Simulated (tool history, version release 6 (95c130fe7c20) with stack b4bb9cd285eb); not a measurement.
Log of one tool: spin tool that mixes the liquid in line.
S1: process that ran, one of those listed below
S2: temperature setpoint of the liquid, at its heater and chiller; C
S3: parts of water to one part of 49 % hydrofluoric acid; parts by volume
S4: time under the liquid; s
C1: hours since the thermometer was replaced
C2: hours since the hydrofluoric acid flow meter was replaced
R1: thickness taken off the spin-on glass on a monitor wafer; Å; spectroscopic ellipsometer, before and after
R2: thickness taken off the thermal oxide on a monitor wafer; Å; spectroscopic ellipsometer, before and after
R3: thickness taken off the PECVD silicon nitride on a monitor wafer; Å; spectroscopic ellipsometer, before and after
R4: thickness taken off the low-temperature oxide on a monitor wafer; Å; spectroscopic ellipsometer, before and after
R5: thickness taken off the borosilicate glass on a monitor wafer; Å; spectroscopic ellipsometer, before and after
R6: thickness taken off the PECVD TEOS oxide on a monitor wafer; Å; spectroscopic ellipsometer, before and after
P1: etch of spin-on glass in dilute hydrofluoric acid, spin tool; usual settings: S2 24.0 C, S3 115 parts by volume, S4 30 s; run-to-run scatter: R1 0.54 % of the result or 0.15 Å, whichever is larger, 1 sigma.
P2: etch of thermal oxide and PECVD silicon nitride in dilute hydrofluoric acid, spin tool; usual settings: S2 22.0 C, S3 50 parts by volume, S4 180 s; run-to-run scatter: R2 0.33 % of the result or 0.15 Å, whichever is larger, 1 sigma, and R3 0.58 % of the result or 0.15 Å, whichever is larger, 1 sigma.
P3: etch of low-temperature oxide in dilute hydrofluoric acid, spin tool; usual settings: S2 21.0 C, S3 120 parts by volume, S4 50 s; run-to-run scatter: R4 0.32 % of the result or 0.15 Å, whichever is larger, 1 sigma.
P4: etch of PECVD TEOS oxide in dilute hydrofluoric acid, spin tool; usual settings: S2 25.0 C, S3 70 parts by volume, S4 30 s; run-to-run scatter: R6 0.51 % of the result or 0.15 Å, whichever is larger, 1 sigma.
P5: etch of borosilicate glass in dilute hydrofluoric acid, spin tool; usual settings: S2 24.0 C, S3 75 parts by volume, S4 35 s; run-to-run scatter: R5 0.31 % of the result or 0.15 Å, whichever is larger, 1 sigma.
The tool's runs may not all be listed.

run,hour,S1,S2,S3,S4,C1,C2,R1,R2,R3,R4,R5,R6
1,5.2,P1,24.0,115,30,960.1,464.5,87.639,,,,,
2,12.2,P1,17.0,115,30,967.1,471.5,66.805,,,,,
3,22.5,P1,24.0,115,30,977.4,481.8,88.584,,,,,
4,30.8,P2,22.0,50,40,985.7,490.1,,36.046,38.537,,,
5,41.0,P1,24.0,180,30,995.9,500.3,51.719,,,,,
6,50.9,P3,29.5,120,50,1005.8,510.2,,,,173.940,,
7,58.1,P1,24.0,115,30,1013.0,517.4,88.371,,,,,
8,68.1,P2,22.0,75,180,1023.0,527.4,,105.040,117.070,,,
9,78.7,P5,24.0,30,35,1033.6,538.0,,,,,332.430,
10,85.8,P1,24.0,65,50,1040.7,545.1,278.850,,,,,
11,93.7,P1,24.0,115,30,1048.6,553.0,87.946,,,,,
12,102.7,P3,21.0,120,15,1057.6,562.0,,,,37.872,,
13,113.5,P2,22.0,50,180,1068.4,572.8,,163.690,174.530,,,
14,119.7,P2,17.0,50,180,1074.6,579.0,,130.770,122.730,,,
15,125.0,P1,29.0,115,45,1079.9,584.3,162.370,,,,,
16,135.0,P4,25.0,70,15,1089.9,594.3,,,,,,43.278
17,144.4,P1,24.0,115,15,1099.3,603.7,43.958,,,,,
# hour 148.6: thermometer replaced
18,153.6,P3,21.0,120,50,5.1,612.9,,,,125.630,,
19,160.0,P1,24.0,115,30,11.5,619.3,88.685,,,,,
20,167.2,P1,24.0,70,30,18.7,626.5,153.460,,,,,
21,178.4,P4,32.0,70,30,29.9,637.7,,,,,,115.080
22,186.2,P5,24.0,75,35,37.7,645.5,,,,,124.920,
23,192.4,P1,24.0,115,50,43.9,651.7,146.780,,,,,
24,202.8,P4,25.0,105,30,54.3,662.1,,,,,,55.375
25,211.2,P1,28.5,20,30,62.7,670.5,695.470,,,,,
26,221.1,P1,30.5,115,30,72.6,680.4,113.700,,,,,
27,226.5,P3,21.0,205,50,78.0,685.8,,,,67.580,,
28,237.1,P5,24.0,75,15,88.6,696.4,,,,,53.722,
29,242.9,P5,19.0,75,35,94.4,702.2,,,,,101.690,
30,251.0,P4,25.0,70,30,102.5,710.3,,,,,,86.998
31,262.1,P1,24.0,115,30,113.6,721.4,88.079,,,,,
32,269.6,P1,24.0,115,30,121.1,728.9,86.195,,,,,
33,278.4,P1,24.0,115,30,129.9,737.7,84.419,,,,,
34,286.5,P1,24.0,115,30,138.0,745.8,83.524,,,,,
35,297.2,P1,24.0,115,30,148.7,756.5,82.138,,,,,
36,302.5,P1,24.0,115,30,154.0,761.8,82.190,,,,,
37,313.1,P1,24.0,115,30,164.6,772.4,83.006,,,,,
38,319.5,P1,24.0,115,30,171.0,778.8,82.439,,,,,

What P1 gives has crept away from where it was. These 2 causes fit the log equally well, each at the size given:
A: liquid colder than its thermometer reads (K) = 1.84
B: hydrofluoric acid flow below the setpoint (%) = 6.15
The creep began at about hour 262.1.

4 check runs are offered, one wafer each, their results left as question marks. Which one tells the causes apart?
check 1,325.9,P5,24.0,75,35,,,,,,,?,
check 2,325.9,P3,21.0,120,50,,,,,,?,,
check 3,325.9,P4,25.0,70,30,,,,,,,,?
check 4,325.9,P2,22.0,50,180,,,,?,?,,,

What each check would give under each cause:
check,result,if A,if B
check 1,R5,116.280,116.880
check 2,R4,116.910,117.190
check 3,R6,80.733,81.134
check 4,R2,150.550,152.040
check 4,R3,152.980,163.230
How far apart the two closest causes lie, in the result that separates them most: check 1 0.52 %; check 2 0.24 %; check 3 0.5 %; check 4 6.48 %
Check 4 tells the causes apart: in the others they would give nearly the same result.

Check 4 was then run and gave: R2 151.030 Å; R3 152.370 Å. Which cause is it?

It is A: liquid colder than its thermometer reads (K).
